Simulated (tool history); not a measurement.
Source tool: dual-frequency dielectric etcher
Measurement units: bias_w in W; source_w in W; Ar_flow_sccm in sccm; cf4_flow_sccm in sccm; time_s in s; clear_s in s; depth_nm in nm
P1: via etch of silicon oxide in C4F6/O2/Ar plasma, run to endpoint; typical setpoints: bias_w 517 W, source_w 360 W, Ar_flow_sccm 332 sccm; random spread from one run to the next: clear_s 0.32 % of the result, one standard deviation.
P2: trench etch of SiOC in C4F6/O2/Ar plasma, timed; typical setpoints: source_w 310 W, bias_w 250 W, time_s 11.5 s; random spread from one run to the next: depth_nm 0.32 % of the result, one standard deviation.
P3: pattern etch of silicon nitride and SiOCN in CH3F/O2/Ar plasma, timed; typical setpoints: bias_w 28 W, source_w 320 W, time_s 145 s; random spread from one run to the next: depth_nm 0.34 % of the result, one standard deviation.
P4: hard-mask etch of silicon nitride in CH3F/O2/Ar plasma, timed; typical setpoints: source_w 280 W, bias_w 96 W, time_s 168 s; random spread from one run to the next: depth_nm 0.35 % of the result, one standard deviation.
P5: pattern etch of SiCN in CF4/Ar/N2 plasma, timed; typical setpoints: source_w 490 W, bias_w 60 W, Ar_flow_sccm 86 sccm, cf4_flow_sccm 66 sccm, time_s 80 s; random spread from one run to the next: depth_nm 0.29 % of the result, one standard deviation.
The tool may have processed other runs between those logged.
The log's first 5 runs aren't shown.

{"run": 6, "hour": 65.6, "process": "P3", "bias_w": 28, "source_w": 320, "time_s": 145, "depth_nm": 20.116}
{"run": 7, "hour": 77.9, "process": "P3", "bias_w": 28, "source_w": 240, "time_s": 145, "depth_nm": 18.085}
{"run": 8, "hour": 91.5, "process": "P1", "bias_w": 517, "source_w": 450, "Ar_flow_sccm": 332, "clear_s": 30.985}
{"run": 9, "hour": 106.0, "process": "P5", "bias_w": 60, "source_w": 490, "Ar_flow_sccm": 86, "cf4_flow_sccm": 66, "time_s": 47.5, "depth_nm": 40.839}
{"run": 10, "hour": 114.8, "process": "P4", "bias_w": 96, "source_w": 280, "time_s": 168, "depth_nm": 116.31}
{"run": 11, "hour": 128.9, "process": "P1", "bias_w": 403, "source_w": 360, "Ar_flow_sccm": 332, "clear_s": 36.851}
{"run": 12, "hour": 143.8, "process": "P1", "bias_w": 517, "source_w": 360, "Ar_flow_sccm": 332, "clear_s": 33.601}
{"run": 13, "hour": 154.0, "process": "P2", "bias_w": 250, "source_w": 310, "time_s": 15, "depth_nm": 30.698}
{"run": 14, "hour": 164.9, "process": "P4", "bias_w": 96, "source_w": 160, "time_s": 168, "depth_nm": 93.964}
{"run": 15, "hour": 172.9, "process": "P5", "bias_w": 60, "source_w": 490, "Ar_flow_sccm": 86, "cf4_flow_sccm": 66, "time_s": 80, "depth_nm": 68.785}
{"run": 16, "hour": 187.4, "process": "P5", "bias_w": 60, "source_w": 360, "Ar_flow_sccm": 86, "cf4_flow_sccm": 66, "time_s": 80, "depth_nm": 52.313}
{"run": 17, "hour": 198.5, "process": "P3", "bias_w": 28, "source_w": 320, "time_s": 145, "depth_nm": 19.928}
{"run": 18, "hour": 207.9, "process": "P3", "bias_w": 38, "source_w": 320, "time_s": 145, "depth_nm": 23.242}
{"run": 19, "hour": 219.6, "process": "P1", "bias_w": 517, "source_w": 360, "Ar_flow_sccm": 332, "clear_s": 33.689}
{"run": 20, "hour": 231.5, "process": "P2", "bias_w": 250, "source_w": 310, "time_s": 11.5, "depth_nm": 23.485}
{"run": 21, "hour": 239.1, "process": "P4", "bias_w": 96, "source_w": 280, "time_s": 168, "depth_nm": 116.61}
{"run": 22, "hour": 255.9, "process": "P1", "bias_w": 517, "source_w": 360, "Ar_flow_sccm": 332, "clear_s": 33.612}
{"run": 23, "hour": 264.1, "process": "P1", "bias_w": 517, "source_w": 360, "Ar_flow_sccm": 332, "clear_s": 33.409}
{"run": 24, "hour": 273.9, "process": "P1", "bias_w": 517, "source_w": 360, "Ar_flow_sccm": 249, "clear_s": 32.479}
{"run": 25, "hour": 281.4, "process": "P4", "bias_w": 115, "source_w": 280, "time_s": 168, "depth_nm": 125.24}
{"run": 26, "hour": 296.2, "process": "P1", "bias_w": 654, "source_w": 490, "Ar_flow_sccm": 332, "clear_s": 27.556}
{"run": 27, "hour": 309.0, "process": "P2", "bias_w": 250, "source_w": 430, "time_s": 11.5, "depth_nm": 26.644}

Run 28, settings as shown, results not yet in. Your forecast:
{"run": 28, "hour": 317.3, "process": "P2", "bias_w": 173, "source_w": 310, "time_s": 11.5, "depth_nm": "?"}

{"run 28": {"depth_nm": 20.811}}
